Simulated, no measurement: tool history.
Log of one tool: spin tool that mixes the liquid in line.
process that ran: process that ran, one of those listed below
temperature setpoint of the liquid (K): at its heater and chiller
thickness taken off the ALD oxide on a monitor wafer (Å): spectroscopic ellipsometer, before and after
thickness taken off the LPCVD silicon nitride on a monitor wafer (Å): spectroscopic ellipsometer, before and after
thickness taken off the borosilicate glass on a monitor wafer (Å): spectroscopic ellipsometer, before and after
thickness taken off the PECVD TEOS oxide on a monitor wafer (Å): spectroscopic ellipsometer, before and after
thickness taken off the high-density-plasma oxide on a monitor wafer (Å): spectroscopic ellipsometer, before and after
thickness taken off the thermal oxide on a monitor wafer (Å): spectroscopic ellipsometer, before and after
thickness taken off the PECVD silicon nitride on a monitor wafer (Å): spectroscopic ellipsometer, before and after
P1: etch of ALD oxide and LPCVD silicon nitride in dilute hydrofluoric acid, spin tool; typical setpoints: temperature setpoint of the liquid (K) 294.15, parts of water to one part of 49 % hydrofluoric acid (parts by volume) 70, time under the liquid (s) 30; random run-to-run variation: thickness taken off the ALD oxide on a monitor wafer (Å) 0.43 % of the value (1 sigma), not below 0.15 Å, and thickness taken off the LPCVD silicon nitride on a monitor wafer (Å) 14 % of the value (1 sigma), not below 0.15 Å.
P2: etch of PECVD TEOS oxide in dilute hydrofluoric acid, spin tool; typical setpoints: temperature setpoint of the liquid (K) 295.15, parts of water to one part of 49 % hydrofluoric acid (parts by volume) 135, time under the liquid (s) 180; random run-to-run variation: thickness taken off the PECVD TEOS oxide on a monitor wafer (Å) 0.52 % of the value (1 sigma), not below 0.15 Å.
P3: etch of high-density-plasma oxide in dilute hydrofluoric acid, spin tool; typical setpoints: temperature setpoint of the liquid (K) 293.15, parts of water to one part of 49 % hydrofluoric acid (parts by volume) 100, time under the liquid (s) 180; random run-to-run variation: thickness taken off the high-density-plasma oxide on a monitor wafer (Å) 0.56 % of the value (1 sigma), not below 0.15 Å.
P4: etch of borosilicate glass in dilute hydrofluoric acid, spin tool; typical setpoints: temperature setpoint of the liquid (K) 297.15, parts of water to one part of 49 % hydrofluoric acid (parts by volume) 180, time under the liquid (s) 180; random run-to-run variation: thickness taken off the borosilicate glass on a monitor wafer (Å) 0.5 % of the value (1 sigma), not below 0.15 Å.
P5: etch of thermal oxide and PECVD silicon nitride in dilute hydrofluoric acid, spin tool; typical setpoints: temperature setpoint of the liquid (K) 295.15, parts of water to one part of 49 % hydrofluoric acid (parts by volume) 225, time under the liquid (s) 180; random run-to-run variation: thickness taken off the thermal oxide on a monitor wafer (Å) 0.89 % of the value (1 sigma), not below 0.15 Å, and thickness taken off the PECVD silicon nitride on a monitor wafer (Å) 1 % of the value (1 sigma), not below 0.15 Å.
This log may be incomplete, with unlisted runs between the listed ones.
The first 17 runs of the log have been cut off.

run	hour	process that ran	temperature setpoint of the liquid (K)	parts of water to one part of 49 % hydrofluoric acid (parts by volume)	time under the liquid (s)	hours since the thermometer was replaced	hours since the hydrofluoric acid flow meter was replaced	thickness taken off the ALD oxide on a monitor wafer (Å)	thickness taken off the LPCVD silicon nitride on a monitor wafer (Å)	thickness taken off the borosilicate glass on a monitor wafer (Å)	thickness taken off the PECVD TEOS oxide on a monitor wafer (Å)	thickness taken off the high-density-plasma oxide on a monitor wafer (Å)	thickness taken off the thermal oxide on a monitor wafer (Å)	thickness taken off the PECVD silicon nitride on a monitor wafer (Å)
18	186.7	P1	294.15	25	30	697.6	25.0	386.780	4.54390					
19	193.8	P2	295.15	135	65	704.7	32.1				46.591			
20	203.6	P5	301.15	225	180	714.5	41.9						38.6420	35.9020
21	212.5	P2	290.15	135	180	723.4	50.8				104.650			
22	223.9	P2	295.15	35	180	734.8	62.2				555.520			
23	234.5	P5	295.15	225	50	745.4	72.8						8.6521	6.9876
24	248.0	P1	290.15	70	30	758.9	86.3	110.830	0.64340					
25	262.0	P4	297.15	180	340	772.9	100.3			545.99				

Forecast run 26:
26	270.4	P1	299.65	105	30	781.3	108.7	?	?					

thickness taken off the ALD oxide on a monitor wafer (Å): 104.100
thickness taken off the LPCVD silicon nitride on a monitor wafer (Å): 1.54680
